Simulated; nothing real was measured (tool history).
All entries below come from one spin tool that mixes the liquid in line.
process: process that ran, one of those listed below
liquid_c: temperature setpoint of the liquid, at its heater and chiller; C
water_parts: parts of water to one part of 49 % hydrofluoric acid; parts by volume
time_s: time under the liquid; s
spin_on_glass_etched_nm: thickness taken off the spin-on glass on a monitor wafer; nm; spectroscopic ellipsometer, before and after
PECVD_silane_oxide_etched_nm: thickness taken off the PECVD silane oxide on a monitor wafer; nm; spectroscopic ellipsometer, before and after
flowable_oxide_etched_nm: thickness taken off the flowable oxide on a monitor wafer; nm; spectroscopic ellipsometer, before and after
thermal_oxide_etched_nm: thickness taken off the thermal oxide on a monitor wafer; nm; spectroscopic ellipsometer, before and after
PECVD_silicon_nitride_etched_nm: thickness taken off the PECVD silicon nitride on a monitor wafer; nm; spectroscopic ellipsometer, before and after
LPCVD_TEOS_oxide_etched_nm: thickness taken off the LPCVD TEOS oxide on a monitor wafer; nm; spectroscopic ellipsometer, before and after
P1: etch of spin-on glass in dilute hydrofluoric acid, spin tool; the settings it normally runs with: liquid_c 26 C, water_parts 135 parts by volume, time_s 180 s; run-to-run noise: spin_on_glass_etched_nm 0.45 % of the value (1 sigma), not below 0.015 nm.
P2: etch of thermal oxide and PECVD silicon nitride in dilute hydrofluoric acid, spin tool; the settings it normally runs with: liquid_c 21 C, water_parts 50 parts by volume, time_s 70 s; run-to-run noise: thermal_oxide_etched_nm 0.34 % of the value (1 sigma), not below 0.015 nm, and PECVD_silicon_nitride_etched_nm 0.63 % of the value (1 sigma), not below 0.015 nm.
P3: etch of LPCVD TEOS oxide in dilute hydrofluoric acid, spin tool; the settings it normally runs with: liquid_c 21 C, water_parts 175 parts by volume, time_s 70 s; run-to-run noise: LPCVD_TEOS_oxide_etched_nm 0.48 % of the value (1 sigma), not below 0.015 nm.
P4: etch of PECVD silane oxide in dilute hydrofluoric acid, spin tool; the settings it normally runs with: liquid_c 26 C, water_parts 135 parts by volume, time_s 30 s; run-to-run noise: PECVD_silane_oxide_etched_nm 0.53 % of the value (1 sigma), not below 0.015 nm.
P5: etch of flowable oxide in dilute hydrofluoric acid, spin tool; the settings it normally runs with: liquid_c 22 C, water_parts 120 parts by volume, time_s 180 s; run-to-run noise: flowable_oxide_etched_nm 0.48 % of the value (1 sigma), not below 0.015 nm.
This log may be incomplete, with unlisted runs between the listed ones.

| run | day | process | liquid_c | water_parts | time_s | hours since the thermometer was replaced | hours since the hydrofluoric acid flow meter was replaced | spin_on_glass_etched_nm | PECVD_silane_oxide_etched_nm | flowable_oxide_etched_nm | thermal_oxide_etched_nm | PECVD_silicon_nitride_etched_nm | LPCVD_TEOS_oxide_etched_nm |
|---|---|---|---|---|---|---|---|---|---|---|---|---|---|
| 1 | 0.408 | P1 | 26 | 135 | 180 | 620 | 175.8 | 46.953 |  |  |  |  |  |
| 2 | 0.858 | P1 | 26 | 135 | 180 | 630.8 | 186.6 | 46.72 |  |  |  |  |  |
| 3 | 1.471 | P1 | 32 | 135 | 80 | 645.5 | 201.3 | 26.101 |  |  |  |  |  |
| 4 | 2.075 | P4 | 26 | 40 | 30 | 660 | 215.8 |  | 32.665 |  |  |  |  |
| 5 | 2.462 | P4 | 26 | 135 | 30 | 669.3 | 225.1 |  | 8.5176 |  |  |  |  |
| 6 | 3.025 | P1 | 32 | 135 | 180 | 682.8 | 238.6 | 58.559 |  |  |  |  |  |
| 7 | 3.562 | P5 | 22 | 120 | 180 | 695.7 | 251.5 |  |  | 31.514 |  |  |  |
| 8 | 4.121 | P1 | 20 | 135 | 180 | 709.1 | 264.9 | 37.292 |  |  |  |  |  |
| 9 | 4.492 | P2 | 29 | 50 | 70 | 718 | 273.8 |  |  |  | 8.809 | 7.5897 |  |
| 10 | 5.112 | P5 | 26.5 | 120 | 180 | 732.9 | 288.7 |  |  | 38.228 |  |  |  |
| 11 | 5.808 | P1 | 26 | 70 | 180 | 749.6 | 305.4 | 99.159 |  |  |  |  |  |
| 12 | 6.404 | P5 | 22 | 120 | 305 | 763.9 | 319.7 |  |  | 54.274 |  |  |  |
| 13 | 6.938 | P3 | 21 | 175 | 120 | 776.7 | 332.5 |  |  |  |  |  | 31.922 |
| 14 | 7.583 | P5 | 22 | 210 | 180 | 792.2 | 348 |  |  | 16.588 |  |  |  |
| 15 | 8.017 | P1 | 21 | 60 | 180 | 802.6 | 358.4 | 94.742 |  |  |  |  |  |
| 16 | 8.762 | P1 | 26 | 135 | 180 | 820.5 | 376.3 | 46.757 |  |  |  |  |  |
| 17 | 9.154 | P3 | 21 | 175 | 70 | 829.9 | 385.7 |  |  |  |  |  | 18.587 |
| 18 | 9.604 | P3 | 21 | 295 | 70 | 840.7 | 396.5 |  |  |  |  |  | 9.7983 |
| 19 | 10.279 | P2 | 21 | 20 | 70 | 856.9 | 412.7 |  |  |  | 16.537 | 10.823 |  |
| 20 | 10.854 | P5 | 22 | 120 | 180 | 870.7 | 426.5 |  |  | 31.954 |  |  |  |
| 21 | 11.667 | P2 | 21 | 50 | 70 | 890.2 | 446 |  |  |  | 6.3101 | 4.4362 |  |
| 22 | 12.462 | P1 | 26 | 135 | 335 | 909.3 | 465.1 | 87.669 |  |  |  |  |  |
| 23 | 12.817 | P1 | 26 | 135 | 40 | 917.8 | 473.6 | 10.514 |  |  |  |  |  |
| 24 | 13.329 | P4 | 18 | 135 | 30 | 930.1 | 485.9 |  | 6.2505 |  |  |  |  |
| 25 | 13.762 | P3 | 17 | 175 | 70 | 940.5 | 496.3 |  |  |  |  |  | 15.962 |
| 26 | 14.45 | P2 | 21 | 50 | 15 | 957 | 512.8 |  |  |  | 1.3465 | 0.96733 |  |
| 27 | 14.833 | P1 | 26 | 135 | 180 | 966.2 | 522 | 46.883 |  |  |  |  |  |
| 28 | 15.6 | P4 | 26 | 135 | 15 | 984.6 | 540.4 |  | 4.2966 |  |  |  |  |
| 29 | 16.338 | P1 | 26 | 215 | 180 | 1002.3 | 558.1 | 26.769 |  |  |  |  |  |
| 30 | 17.033 | P4 | 26 | 135 | 30 | 1019 | 574.8 |  | 8.5202 |  |  |  |  |
| 31 | 17.796 | P1 | 26 | 135 | 180 | 1037.3 | 593.1 | 47.167 |  |  |  |  |  |
| 32 | 18.525 | P1 | 26 | 135 | 180 | 1054.8 | 610.6 | 45.847 |  |  |  |  |  |
| 33 | 19.304 | P1 | 26 | 135 | 180 | 1073.5 | 629.3 | 45.122 |  |  |  |  |  |
| 34 | 19.8 | P1 | 26 | 135 | 180 | 1085.4 | 641.2 | 44.714 |  |  |  |  |  |
| 35 | 20.554 | P1 | 26 | 135 | 180 | 1103.5 | 659.3 | 44.982 |  |  |  |  |  |
| 36 | 21.017 | P1 | 26 | 135 | 180 | 1114.6 | 670.4 | 44.433 |  |  |  |  |  |
| 37 | 21.825 | P1 | 26 | 135 | 180 | 1134 | 689.8 | 44.904 |  |  |  |  |  |
| 38 | 22.508 | P1 | 26 | 135 | 180 | 1150.4 | 706.2 | 44.76 |  |  |  |  |  |
| 39 | 22.867 | P1 | 26 | 135 | 180 | 1159 | 714.8 | 44.978 |  |  |  |  |  |

Something has made what P1 gives creep away from where it was; the 2 causes below, each at its own stated size, fit the log equally well:
A: hydrofluoric acid flow below the setpoint (%) = 4.46
B: liquid colder than its thermometer reads (K) = 1.4
The creep began at about day 17.796.

Each of the check runs listed below is run on 2 wafers and reports their average, with the results left as question marks. Pick the one under which the possible causes would lead to clearly different results.
| check 1 | 23.225 | P5 | 25.5 | 170 | 180 |  |  |  |  | ? |  |  |  |
| check 2 | 23.225 | P4 | 18.5 | 135 | 20 |  |  |  | ? |  |  |  |  |
| check 3 | 23.225 | P2 | 28.5 | 50 | 25 |  |  |  |  |  | ? | ? |  |
| check 4 | 23.225 | P3 | 17 | 175 | 70 |  |  |  |  |  |  |  | ? |

What every check run would give for each of its results, assuming each possible cause in turn:
| check | result | if A | if B |
|---|---|---|---|
| check 1 | flowable_oxide_etched_nm | 23.059 | 23.114 |
| check 2 | PECVD_silane_oxide_etched_nm | 4.0309 | 4.0092 |
| check 3 | thermal_oxide_etched_nm | 2.9299 | 2.9097 |
| check 3 | PECVD_silicon_nitride_etched_nm | 2.5198 | 2.4045 |
| check 4 | LPCVD_TEOS_oxide_etched_nm | 15.079 | 15.023 |
Gap, in per cent, between the two causes that each check separates least, read from the result that separates them most: check 1 0.24 %; check 2 0.54 %; check 3 4.68 %; check 4 0.37 %
The causes can be told apart only by check 3. The other checks would give nearly the same results under each of them.

Check 3 was carried out, with these results: thermal_oxide_etched_nm 2.9234 nm; PECVD_silicon_nitride_etched_nm 2.4992 nm. Which of the listed causes is responsible?

The correct cause is A, namely: hydrofluoric acid flow below the setpoint (%).

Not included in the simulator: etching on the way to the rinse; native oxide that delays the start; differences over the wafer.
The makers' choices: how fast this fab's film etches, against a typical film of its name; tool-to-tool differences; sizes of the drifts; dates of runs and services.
